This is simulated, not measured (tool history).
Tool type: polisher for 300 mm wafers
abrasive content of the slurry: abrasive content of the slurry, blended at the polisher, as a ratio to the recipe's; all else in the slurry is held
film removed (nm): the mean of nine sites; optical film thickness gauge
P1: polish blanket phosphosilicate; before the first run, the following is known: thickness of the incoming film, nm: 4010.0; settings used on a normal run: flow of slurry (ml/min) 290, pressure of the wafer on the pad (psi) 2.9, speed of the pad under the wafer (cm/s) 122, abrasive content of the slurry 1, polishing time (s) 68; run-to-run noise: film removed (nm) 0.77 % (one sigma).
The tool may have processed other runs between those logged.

run	hour	flow of slurry (ml/min)	pressure of the wafer on the pad (psi)	speed of the pad under the wafer (cm/s)	abrasive content of the slurry	polishing time (s)	wafers polished on this pad	hours since the slurry nozzle was cleaned	hours since the head pressure was calibrated	hours since the slurry blender was calibrated	hours since the conditioning disc was replaced	film removed (nm)
1	11.5	290	2.9	122	1	68	393	151.6	962.9	117.1	93.8	580.81
2	19.5	290	1.6	122	1	68	463	159.6	970.9	125.1	101.8	322.82
3	28.2	290	2.9	122	1	68	540	168.3	979.6	133.8	110.5	585.07
4	41.4	290	2.9	122	1.2	45	657	181.5	992.8	147	123.7	414.46
5	55.8	290	2.9	122	1	68	785	195.9	1007.2	161.4	138.1	580.13
6	70.8	175	2.9	122	1	104	917	210.9	1022.2	176.4	153.1	844.96
7	78.6	290	2.9	190	1	68	986	218.7	1030	184.2	160.9	829.95
8	87.2	290	3.8	122	1	68	1063	227.3	1038.6	192.8	169.5	764
9	102.6	290	2.9	122	1	68	1199	242.7	1054	208.2	184.9	581.49
10	116.6	290	2.9	122	1.35	68	1323	256.7	1068	222.2	198.9	655.29
11	129.2	290	2.9	122	1	46	1434	269.3	1080.6	234.8	211.5	390.96
12	140.1	290	2.9	122	1	68	1531	280.2	1091.5	245.7	222.4	587.59
13	149	290	2.9	122	1	68	1610	289.1	1100.4	254.6	231.3	588.62
14	165	365	2.9	122	1	68	1751	305.1	1116.4	270.6	247.3	593.13
15	172.9	290	2.9	122	1.45	40	1821	313	1124.3	278.5	255.2	399.92
16	188	290	2.9	122	1	90	1955	328.1	1139.4	293.6	270.3	768.16
17	198.7	290	2.9	56	1	68	2049	338.8	1150.1	304.3	281	315.14
18	213.5	200	2.9	122	1	68	2180	353.6	1164.9	319.1	295.8	560.62
19	228.2	290	2.9	122	1	68	2310	368.3	1179.6	333.8	310.5	587.97
20	241.7	290	2.9	122	0.5	68	2430	381.8	1193.1	347.3	324	400.58
21	254.1	290	2.9	122	1	68	2540	394.2	1205.5	359.7	336.4	580.73
22	264.2	290	2.9	122	1	68	2629	404.3	1215.6	369.8	346.5	554.17
23	276.7	290	2.9	122	1	68	2740	416.8	1228.1	382.3	359	538.12
24	285.1	290	2.9	122	1	68	2814	425.2	1236.5	390.7	367.4	528.43
25	297.4	290	2.9	122	1	68	2923	437.5	1248.8	403	379.7	517.21
# hour 298.6: conditioning disc replaced and pad reconditioned
26	312.8	290	2.9	122	1	68	3059	452.9	1264.2	418.4	14.3	524.92
# hour 313: head pressure recalibrated
27	324.7	290	2.9	122	1	68	3165	464.8	11.8	430.3	26.2	517.08
28	337.2	290	2.9	122	1	68	3275	477.3	24.3	442.8	38.7	508.88

Compared with where it was, what P1 gives has crept away. Each cause listed below fits the log as well as the rest, at the size given for it:
A: abrasive missing from the slurry, % = 23.3
B: removal rate lost through wear of the pad, % = 12.1
The creep began at about hour 254.1.
What rules out each remaining cause:
slurry flow missing at the pad, %: can reach only 40, and even then film removed (nm) would move by -5.9 %, too little or the wrong way
head's pressure below its setpoint, %: work on it at hour 313, done after the drift set in, did not restore what the process gave before
time polished since the conditioner stopped cutting, s: work on it at hour 298.6, done after the drift set in, did not restore what the process gave before

Below are 4 check runs, each averaged over 2 wafers, with their results shown as question marks. Which of them would give clearly different results depending on which cause is behind the drift?
check 1	349.7	290	2.9	188	1	54						?
check 2	349.7	290	2.9	56	1	68						?
check 3	349.7	290	2.9	60	1	68						?
check 4	349.7	290	2.9	122	0.55	68						?

What each check would give under each cause:
check	result	if A	if B
check 1	film removed (nm)	575.29	575.51
check 2	film removed (nm)	274.93	275.04
check 3	film removed (nm)	290.54	290.65
check 4	film removed (nm)	359.45	373.77
How far apart the two closest causes lie, in the result that separates them most: check 1 0.04 %; check 2 0.04 %; check 3 0.04 %; check 4 3.91 %
Check 4 is the one run that separates the causes; every other check would come out nearly the same whichever cause is at work.

Check 4 was then run and gave: film removed (nm) 357.22. Which cause is it?

The cause is A: abrasive missing from the slurry, %.
